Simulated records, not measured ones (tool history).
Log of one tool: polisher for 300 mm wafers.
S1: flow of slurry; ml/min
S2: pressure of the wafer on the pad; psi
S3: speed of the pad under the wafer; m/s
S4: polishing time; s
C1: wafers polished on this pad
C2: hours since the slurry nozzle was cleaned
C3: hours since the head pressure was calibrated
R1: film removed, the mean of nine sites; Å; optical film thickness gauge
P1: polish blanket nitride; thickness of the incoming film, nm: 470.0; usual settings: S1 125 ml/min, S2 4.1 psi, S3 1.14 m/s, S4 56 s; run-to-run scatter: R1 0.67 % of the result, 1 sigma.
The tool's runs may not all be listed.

Run 1, day 0.304: S1 125 ml/min, S2 4.1 psi, S3 1.14 m/s, S4 56 s; C1 210; C2 103.8; C3 175.9. Result: R1 1117.10 Å.
Run 2, day 0.546: S1 190 ml/min, S2 4.1 psi, S3 1.14 m/s, S4 56 s; C1 293; C2 109.6; C3 181.7. Result: R1 1206.70 Å.
Run 3, day 0.821: S1 125 ml/min, S2 4.1 psi, S3 1.78 m/s, S4 56 s; C1 387; C2 116.2; C3 188.3. Result: R1 1611.70 Å.
Run 4, day 1.075: S1 75 ml/min, S2 4.1 psi, S3 1.64 m/s, S4 56 s; C1 474; C2 122.3; C3 194.4. Result: R1 1303.70 Å.
Run 5, day 1.542: S1 125 ml/min, S2 4.1 psi, S3 1.14 m/s, S4 56 s; C1 634; C2 133.5; C3 205.6. Result: R1 1132.00 Å.
Run 6, day 1.867: S1 125 ml/min, S2 4.1 psi, S3 1.14 m/s, S4 56 s; C1 745; C2 141.3; C3 213.4. Result: R1 1123.30 Å.
Run 7, day 2.079: S1 125 ml/min, S2 4.1 psi, S3 1.14 m/s, S4 56 s; C1 818; C2 146.4; C3 218.5. Result: R1 1123.60 Å.
Run 8, day 2.462: S1 125 ml/min, S2 4.1 psi, S3 1.14 m/s, S4 89 s; C1 949; C2 155.6; C3 227.7. Result: R1 1770.50 Å.
At day 2.500: slurry nozzle cleaned.
Run 9, day 2.879: S1 75 ml/min, S2 4.1 psi, S3 1.14 m/s, S4 56 s; C1 1092; C2 9.2; C3 237.7. Result: R1 985.60 Å.
Run 10, day 3.092: S1 125 ml/min, S2 4.1 psi, S3 1.14 m/s, S4 25 s; C1 1165; C2 14.3; C3 242.8. Result: R1 506.13 Å.
Run 11, day 3.483: S1 125 ml/min, S2 2.0 psi, S3 1.14 m/s, S4 56 s; C1 1299; C2 23.7; C3 252.2. Result: R1 542.81 Å.
Run 12, day 3.729: S1 125 ml/min, S2 4.1 psi, S3 1.14 m/s, S4 56 s; C1 1383; C2 29.6; C3 258.1. Result: R1 1126.60 Å.
Run 13, day 4.088: S1 125 ml/min, S2 4.1 psi, S3 1.14 m/s, S4 56 s; C1 1506; C2 38.2; C3 266.7. Result: R1 1121.90 Å.
Run 14, day 4.362: S1 125 ml/min, S2 6.2 psi, S3 1.14 m/s, S4 56 s; C1 1600; C2 44.8; C3 273.3. Result: R1 1719.30 Å.
Run 15, day 4.683: S1 125 ml/min, S2 4.1 psi, S3 1.14 m/s, S4 56 s; C1 1710; C2 52.5; C3 281.0. Result: R1 1131.00 Å.
Run 16, day 5.079: S1 125 ml/min, S2 4.1 psi, S3 0.52 m/s, S4 56 s; C1 1846; C2 62.0; C3 290.5. Result: R1 597.70 Å.
Run 17, day 5.379: S1 125 ml/min, S2 4.1 psi, S3 1.14 m/s, S4 56 s; C1 1949; C2 69.2; C3 297.7. Result: R1 1111.10 Å.
Run 18, day 5.762: S1 125 ml/min, S2 4.1 psi, S3 1.14 m/s, S4 56 s; C1 2080; C2 78.4; C3 306.9. Result: R1 1097.60 Å.
Run 19, day 6.054: S1 125 ml/min, S2 4.1 psi, S3 1.14 m/s, S4 56 s; C1 2180; C2 85.4; C3 313.9. Result: R1 1073.70 Å.
Run 20, day 6.492: S1 125 ml/min, S2 4.1 psi, S3 1.14 m/s, S4 56 s; C1 2330; C2 95.9; C3 324.4. Result: R1 1054.40 Å.
At day 6.679: head pressure recalibrated.
Run 21, day 6.700: S1 125 ml/min, S2 4.1 psi, S3 1.14 m/s, S4 56 s; C1 2401; C2 100.9; C3 0.6. Result: R1 1055.00 Å.
Run 22, day 6.950: S1 125 ml/min, S2 4.1 psi, S3 1.14 m/s, S4 56 s; C1 2487; C2 106.9; C3 6.6. Result: R1 1042.60 Å.
Run 23, day 7.279: S1 125 ml/min, S2 4.1 psi, S3 1.14 m/s, S4 56 s; C1 2600; C2 114.8; C3 14.5. Result: R1 1030.60 Å.
Run 24, day 7.562: S1 125 ml/min, S2 4.1 psi, S3 1.14 m/s, S4 56 s; C1 2697; C2 121.6; C3 21.3. Result: R1 1046.40 Å.

What P1 gives has crept away from where it was. These 2 causes fit the log equally well, each at the size given:
A: slurry flow missing at the pad, % = 27.5
B: removal rate lost through wear of the pad, % = 7.28
The creep began at about day 5.379.
Why every other cause is out:
head's pressure below its setpoint, %: serviced at day 6.679, which brought nothing back

4 check runs are offered, each on 2 wafers whose results are averaged, their results left as question marks. Which one tells the causes apart?
Run check 1, day 7.846: S1 125 ml/min, S2 4.1 psi, S3 1.70 m/s, S4 25 s. Result: R1 ?.
Run check 2, day 7.846: S1 125 ml/min, S2 4.1 psi, S3 1.74 m/s, S4 88 s. Result: R1 ?.
Run check 3, day 7.846: S1 75 ml/min, S2 5.5 psi, S3 1.14 m/s, S4 56 s. Result: R1 ?.
Run check 4, day 7.846: S1 125 ml/min, S2 2.1 psi, S3 1.38 m/s, S4 56 s. Result: R1 ?.

What each check would give under each cause:
  check  result     if A     if B
check 1      R1   641.50   641.45
check 2      R1  2300.50  2300.30
check 3      R1  1178.70  1228.30
check 4      R1   622.91   622.86
How far apart the two closest causes lie, in the result that separates them most: check 1 0.01 %; check 2 0.01 %; check 3 4.12 %; check 4 0.01 %
Check 3 tells the causes apart: in the others they would give nearly the same result.

Check 3 was then run and gave: R1 1169.00 Å. Which cause is it?

It is A: slurry flow missing at the pad, %.
